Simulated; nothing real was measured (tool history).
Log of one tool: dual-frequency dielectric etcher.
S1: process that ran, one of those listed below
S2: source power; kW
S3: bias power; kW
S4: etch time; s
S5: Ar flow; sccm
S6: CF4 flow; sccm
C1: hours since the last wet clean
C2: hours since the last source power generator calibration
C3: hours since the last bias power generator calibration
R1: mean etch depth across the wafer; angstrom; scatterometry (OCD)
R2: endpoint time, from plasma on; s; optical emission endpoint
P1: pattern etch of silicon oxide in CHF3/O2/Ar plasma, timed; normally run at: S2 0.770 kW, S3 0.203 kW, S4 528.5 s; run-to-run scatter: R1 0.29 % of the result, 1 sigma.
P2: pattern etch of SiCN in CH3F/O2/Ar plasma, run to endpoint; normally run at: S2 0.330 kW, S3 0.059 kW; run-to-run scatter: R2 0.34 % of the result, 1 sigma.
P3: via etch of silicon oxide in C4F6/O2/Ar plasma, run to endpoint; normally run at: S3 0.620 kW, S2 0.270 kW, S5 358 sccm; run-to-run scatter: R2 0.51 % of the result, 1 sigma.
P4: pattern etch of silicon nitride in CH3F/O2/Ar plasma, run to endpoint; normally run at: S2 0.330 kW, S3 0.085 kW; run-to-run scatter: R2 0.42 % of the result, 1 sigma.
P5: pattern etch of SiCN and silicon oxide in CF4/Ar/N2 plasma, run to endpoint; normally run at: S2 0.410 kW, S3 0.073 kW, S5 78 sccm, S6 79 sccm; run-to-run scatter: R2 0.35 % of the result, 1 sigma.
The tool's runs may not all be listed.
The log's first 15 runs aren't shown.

Run 16, hour 123.5: S1 P1, S2 0.540 kW, S3 0.256 kW, S4 528.5 s; C1 297.3; C2 1485.9; C3 464.2. Result: R1 11455.0 angstrom.
Run 17, hour 131.4: S1 P1, S2 0.770 kW, S3 0.203 kW, S4 528.5 s; C1 305.2; C2 1493.8; C3 472.1. Result: R1 12074.0 angstrom.
Run 18, hour 136.4: S1 P5, S2 0.410 kW, S3 0.073 kW, S5 78 sccm, S6 111 sccm; C1 310.2; C2 1498.8; C3 477.1. Result: R2 13.098 s.
Run 19, hour 141.1: S1 P2, S2 0.450 kW, S3 0.059 kW; C1 314.9; C2 1503.5; C3 481.8. Result: R2 33.338 s.
Run 20, hour 151.0: S1 P2, S2 0.330 kW, S3 0.059 kW; C1 324.8; C2 1513.4; C3 491.7. Result: R2 37.734 s.
Run 21, hour 158.8: S1 P5, S2 0.570 kW, S3 0.073 kW, S5 78 sccm, S6 79 sccm; C1 332.6; C2 1521.2; C3 499.5. Result: R2 10.203 s.
Run 22, hour 168.4: S1 P4, S2 0.330 kW, S3 0.052 kW; C1 342.2; C2 1530.8; C3 509.1. Result: R2 107.100 s.
Run 23, hour 175.2: S1 P4, S2 0.330 kW, S3 0.085 kW; C1 349.0; C2 1537.6; C3 515.9. Result: R2 91.161 s.
Run 24, hour 183.3: S1 P5, S2 0.410 kW, S3 0.073 kW, S5 106 sccm, S6 79 sccm; C1 357.1; C2 1545.7; C3 524.0. Result: R2 14.147 s.
Run 25, hour 190.8: S1 P4, S2 0.410 kW, S3 0.085 kW; C1 364.6; C2 1553.2; C3 531.5. Result: R2 84.135 s.
Run 26, hour 200.9: S1 P3, S2 0.180 kW, S3 0.620 kW, S5 358 sccm; C1 374.7; C2 1563.3; C3 541.6. Result: R2 32.954 s.
Run 27, hour 205.9: S1 P1, S2 0.770 kW, S3 0.203 kW, S4 733.5 s; C1 379.7; C2 1568.3; C3 546.6. Result: R1 16705.0 angstrom.

Run 28 comes next. What will it give?
Run 28, hour 216.4: S1 P2, S2 0.330 kW, S3 0.059 kW; C1 390.2; C2 1578.8; C3 557.1. Result: R2 ?.

Run 28 gave R2 37.556 s.
